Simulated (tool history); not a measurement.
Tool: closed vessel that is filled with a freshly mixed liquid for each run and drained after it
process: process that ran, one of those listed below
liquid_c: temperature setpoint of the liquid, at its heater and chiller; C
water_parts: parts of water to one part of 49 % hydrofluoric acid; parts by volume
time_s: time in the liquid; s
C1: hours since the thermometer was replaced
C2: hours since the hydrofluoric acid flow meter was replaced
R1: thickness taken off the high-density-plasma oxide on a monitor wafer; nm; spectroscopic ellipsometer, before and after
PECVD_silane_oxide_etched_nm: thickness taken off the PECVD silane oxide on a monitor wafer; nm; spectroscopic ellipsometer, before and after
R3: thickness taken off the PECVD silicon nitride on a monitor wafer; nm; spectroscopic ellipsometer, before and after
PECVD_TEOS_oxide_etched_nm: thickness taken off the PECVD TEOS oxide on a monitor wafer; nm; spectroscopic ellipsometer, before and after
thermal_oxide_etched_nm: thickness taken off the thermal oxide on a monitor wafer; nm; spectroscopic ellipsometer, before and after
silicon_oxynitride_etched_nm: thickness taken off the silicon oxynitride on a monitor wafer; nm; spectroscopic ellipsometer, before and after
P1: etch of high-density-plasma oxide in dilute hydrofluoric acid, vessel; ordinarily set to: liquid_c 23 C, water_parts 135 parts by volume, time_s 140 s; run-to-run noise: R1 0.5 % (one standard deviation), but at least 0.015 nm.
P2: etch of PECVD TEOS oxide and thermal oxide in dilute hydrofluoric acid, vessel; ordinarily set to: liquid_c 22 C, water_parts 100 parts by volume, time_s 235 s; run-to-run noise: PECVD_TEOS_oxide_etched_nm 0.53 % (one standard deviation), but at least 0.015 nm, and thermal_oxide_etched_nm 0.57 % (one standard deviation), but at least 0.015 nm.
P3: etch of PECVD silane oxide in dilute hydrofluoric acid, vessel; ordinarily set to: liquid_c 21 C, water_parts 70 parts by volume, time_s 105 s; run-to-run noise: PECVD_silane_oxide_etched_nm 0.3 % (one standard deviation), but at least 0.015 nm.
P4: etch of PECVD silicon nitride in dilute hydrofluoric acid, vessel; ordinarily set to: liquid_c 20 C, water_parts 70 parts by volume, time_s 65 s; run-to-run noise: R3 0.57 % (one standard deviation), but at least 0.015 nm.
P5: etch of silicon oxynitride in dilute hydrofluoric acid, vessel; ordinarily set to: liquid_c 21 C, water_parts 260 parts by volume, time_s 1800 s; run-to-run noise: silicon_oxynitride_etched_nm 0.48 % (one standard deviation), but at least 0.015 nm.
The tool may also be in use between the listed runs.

Run 1, day 0.412: process P1, liquid_c 23 C, water_parts 135 parts by volume, time_s 140 s; C1 900.3; C2 325.1. Result: R1 5.0158 nm.
Run 2, day 0.65: process P1, liquid_c 23 C, water_parts 25 parts by volume, time_s 45 s; C1 906; C2 330.8. Result: R1 9.9103 nm.
Run 3, day 0.858: process P1, liquid_c 23 C, water_parts 135 parts by volume, time_s 140 s; C1 911; C2 335.8. Result: R1 4.9457 nm.
Run 4, day 1.167: process P1, liquid_c 23 C, water_parts 135 parts by volume, time_s 140 s; C1 918.4; C2 343.2. Result: R1 4.9938 nm.
Run 5, day 1.579: process P1, liquid_c 23 C, water_parts 135 parts by volume, time_s 250 s; C1 928.3; C2 353.1. Result: R1 8.9625 nm.
Run 6, day 2.008: process P3, liquid_c 21 C, water_parts 70 parts by volume, time_s 105 s; C1 938.6; C2 363.4. Result: PECVD_silane_oxide_etched_nm 23.999 nm.
Run 7, day 2.304: process P4, liquid_c 20 C, water_parts 120 parts by volume, time_s 65 s; C1 945.7; C2 370.5. Result: R3 2.2995 nm.
Run 8, day 2.588: process P1, liquid_c 23 C, water_parts 135 parts by volume, time_s 140 s; C1 952.5; C2 377.3. Result: R1 5.006 nm.
Run 9, day 2.904: process P1, liquid_c 23 C, water_parts 40 parts by volume, time_s 45 s; C1 960.1; C2 384.9. Result: R1 6.041 nm.
Run 10, day 3.146: process P2, liquid_c 17 C, water_parts 100 parts by volume, time_s 235 s; C1 965.9; C2 390.7. Result: PECVD_TEOS_oxide_etched_nm 36.116 nm, thermal_oxide_etched_nm 8.1318 nm.
Run 11, day 3.354: process P3, liquid_c 28.5 C, water_parts 70 parts by volume, time_s 105 s; C1 970.9; C2 395.7. Result: PECVD_silane_oxide_etched_nm 32.46 nm.
Run 12, day 3.571: process P1, liquid_c 17 C, water_parts 135 parts by volume, time_s 140 s; C1 976.1; C2 400.9. Result: R1 3.8943 nm.
Run 13, day 3.8: process P2, liquid_c 22 C, water_parts 60 parts by volume, time_s 235 s; C1 981.6; C2 406.4. Result: PECVD_TEOS_oxide_etched_nm 77.892 nm, thermal_oxide_etched_nm 17.42 nm.
Run 14, day 4.05: process P1, liquid_c 23 C, water_parts 135 parts by volume, time_s 140 s; C1 987.6; C2 412.4. Result: R1 4.995 nm.
Run 15, day 4.483: process P3, liquid_c 21 C, water_parts 70 parts by volume, time_s 205 s; C1 998; C2 422.8. Result: PECVD_silane_oxide_etched_nm 47.001 nm.
Run 16, day 4.783: process P4, liquid_c 27.5 C, water_parts 70 parts by volume, time_s 65 s; C1 1005.2; C2 430. Result: R3 6.4049 nm.
Run 17, day 5.108: process P2, liquid_c 22 C, water_parts 100 parts by volume, time_s 235 s; C1 1013; C2 437.8. Result: PECVD_TEOS_oxide_etched_nm 44.883 nm, thermal_oxide_etched_nm 10.038 nm.
Run 18, day 5.533: process P4, liquid_c 20 C, water_parts 70 parts by volume, time_s 65 s; C1 1023.2; C2 448. Result: R3 3.7972 nm.
Run 19, day 5.792: process P1, liquid_c 23 C, water_parts 40 parts by volume, time_s 140 s; C1 1029.4; C2 454.2. Result: R1 18.925 nm.
Run 20, day 6.2: process P1, liquid_c 23 C, water_parts 135 parts by volume, time_s 75 s; C1 1039.2; C2 464. Result: R1 2.665 nm.
Run 21, day 6.438: process P5, liquid_c 21 C, water_parts 260 parts by volume, time_s 1800 s; C1 1044.9; C2 469.7. Result: silicon_oxynitride_etched_nm 13.685 nm.
Run 22, day 6.721: process P5, liquid_c 21 C, water_parts 385 parts by volume, time_s 1800 s; C1 1051.7; C2 476.5. Result: silicon_oxynitride_etched_nm 8.467 nm.
At day 6.75: hydrofluoric acid flow meter replaced.
Run 23, day 6.933: process P3, liquid_c 21 C, water_parts 70 parts by volume, time_s 105 s; C1 1056.8; C2 4.5. Result: PECVD_silane_oxide_etched_nm 24.03 nm.

Run 24 comes next. What will it give?
Run 24, day 7.238: process P5, liquid_c 21 C, water_parts 260 parts by volume, time_s 710 s; C1 1064.1; C2 11.8. Result: silicon_oxynitride_etched_nm ?.

silicon_oxynitride_etched_nm: 5.3412 nm

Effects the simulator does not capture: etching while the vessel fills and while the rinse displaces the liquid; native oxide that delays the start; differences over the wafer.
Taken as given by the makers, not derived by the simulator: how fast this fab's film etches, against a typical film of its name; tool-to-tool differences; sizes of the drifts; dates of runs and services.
